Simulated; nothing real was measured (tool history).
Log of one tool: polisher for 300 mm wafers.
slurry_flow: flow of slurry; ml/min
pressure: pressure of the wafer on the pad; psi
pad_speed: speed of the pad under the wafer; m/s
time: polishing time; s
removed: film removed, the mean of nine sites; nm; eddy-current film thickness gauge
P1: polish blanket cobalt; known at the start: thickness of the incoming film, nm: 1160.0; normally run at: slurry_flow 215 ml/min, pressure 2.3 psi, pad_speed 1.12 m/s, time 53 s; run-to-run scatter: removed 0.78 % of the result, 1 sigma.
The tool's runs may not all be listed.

| run | hour | slurry_flow | pressure | pad_speed | time | wafers polished on this pad | hours since the slurry nozzle was cleaned | hours since the head pressure was calibrated | removed |
|---|---|---|---|---|---|---|---|---|---|
| 1 | 4.8 | 215 | 2.3 | 1.12 | 53 | 742 | 196.6 | 585.7 | 382.26 |
| 2 | 7.8 | 215 | 3.5 | 1.12 | 53 | 786 | 199.6 | 588.7 | 586.11 |
| 3 | 12.2 | 215 | 2.3 | 1.12 | 77 | 851 | 204 | 593.1 | 560.87 |
| 4 | 16.1 | 130 | 2.3 | 1.12 | 53 | 909 | 207.9 | 597 | 350.39 |
| 5 | 20.4 | 215 | 2.3 | 1.7 | 53 | 973 | 212.2 | 601.3 | 581.82 |
| 6 | 23.3 | 215 | 1.1 | 1.12 | 53 | 1016 | 215.1 | 604.2 | 180.93 |
| 7 | 27.8 | 215 | 2.3 | 1.66 | 78 | 1082 | 219.6 | 608.7 | 822.25 |
| 8 | 32.2 | 280 | 2.3 | 1.12 | 53 | 1147 | 224 | 613.1 | 391.33 |
| 9 | 36.7 | 215 | 2.3 | 1.12 | 53 | 1214 | 228.5 | 617.6 | 379.01 |
| 10 | 39.7 | 215 | 3.1 | 1.12 | 33 | 1258 | 231.5 | 620.6 | 321.21 |
| 11 | 43.5 | 215 | 2.3 | 1.12 | 53 | 1315 | 235.3 | 624.4 | 382.38 |
| 12 | 46.2 | 215 | 2.3 | 0.74 | 53 | 1354 | 238 | 627.1 | 246.62 |
| 13 | 49.2 | 215 | 2.3 | 1.12 | 27 | 1399 | 241 | 630.1 | 191.74 |
| 14 | 51.9 | 215 | 2.3 | 1.12 | 53 | 1439 | 243.7 | 632.8 | 373.46 |
| 15 | 54.1 | 215 | 2.3 | 1.12 | 53 | 1471 | 245.9 | 635 | 376.07 |
| 16 | 57.5 | 215 | 2.3 | 1.12 | 53 | 1522 | 249.3 | 638.4 | 370.58 |
| 17 | 60.9 | 215 | 2.3 | 1.12 | 53 | 1572 | 252.7 | 641.8 | 366.72 |
| 18 | 63.4 | 215 | 2.3 | 1.12 | 53 | 1609 | 255.2 | 644.3 | 365.46 |
|  | 65.9 | head pressure recalibrated |
| 19 | 66.8 | 215 | 2.3 | 1.12 | 53 | 1659 | 258.6 | 1 | 357.47 |
| 20 | 71.7 | 215 | 2.3 | 1.12 | 53 | 1732 | 263.5 | 5.9 | 357.37 |
| 21 | 76.4 | 215 | 2.3 | 1.12 | 53 | 1801 | 268.2 | 10.6 | 359.51 |
| 22 | 79.4 | 215 | 2.3 | 1.12 | 53 | 1846 | 271.2 | 13.6 | 354.17 |
| 23 | 82 | 215 | 2.3 | 1.12 | 53 | 1884 | 273.8 | 16.2 | 352.65 |

What P1 gives has crept away from where it was. These 2 causes fit the log equally well, each at the size given:
A: slurry flow missing at the pad, % = 36.4
B: removal rate lost through wear of the pad, % = 6.71
The creep began at about hour 54.1.
Why every other cause is out:
head's pressure below its setpoint, %: serviced at hour 65.9, which brought nothing back

4 check runs are offered, each on 2 wafers whose results are averaged, their results left as question marks. Which one tells the causes apart?
| check 1 | 84.6 | 215 | 1.5 | 1.12 | 53 |  |  |  | ? |
| check 2 | 84.6 | 215 | 1.4 | 1.12 | 53 |  |  |  | ? |
| check 3 | 84.6 | 215 | 1.3 | 1.12 | 53 |  |  |  | ? |
| check 4 | 84.6 | 130 | 2.3 | 1.12 | 69 |  |  |  | ? |

What each check would give under each cause:
| check | result | if A | if B |
|---|---|---|---|
| check 1 | removed | 231.35 | 231.37 |
| check 2 | removed | 215.93 | 215.95 |
| check 3 | removed | 200.51 | 200.52 |
| check 4 | removed | 409.81 | 426.67 |
How far apart the two closest causes lie, in the result that separates them most: check 1 0.01 %; check 2 0.01 %; check 3 0.01 %; check 4 4.03 %
Only check 4 tells the causes apart: in the others they would give nearly the same result.

Then check 4 was run and gave: removed 413.23 nm. Which cause is it?

It is A: slurry flow missing at the pad, %.
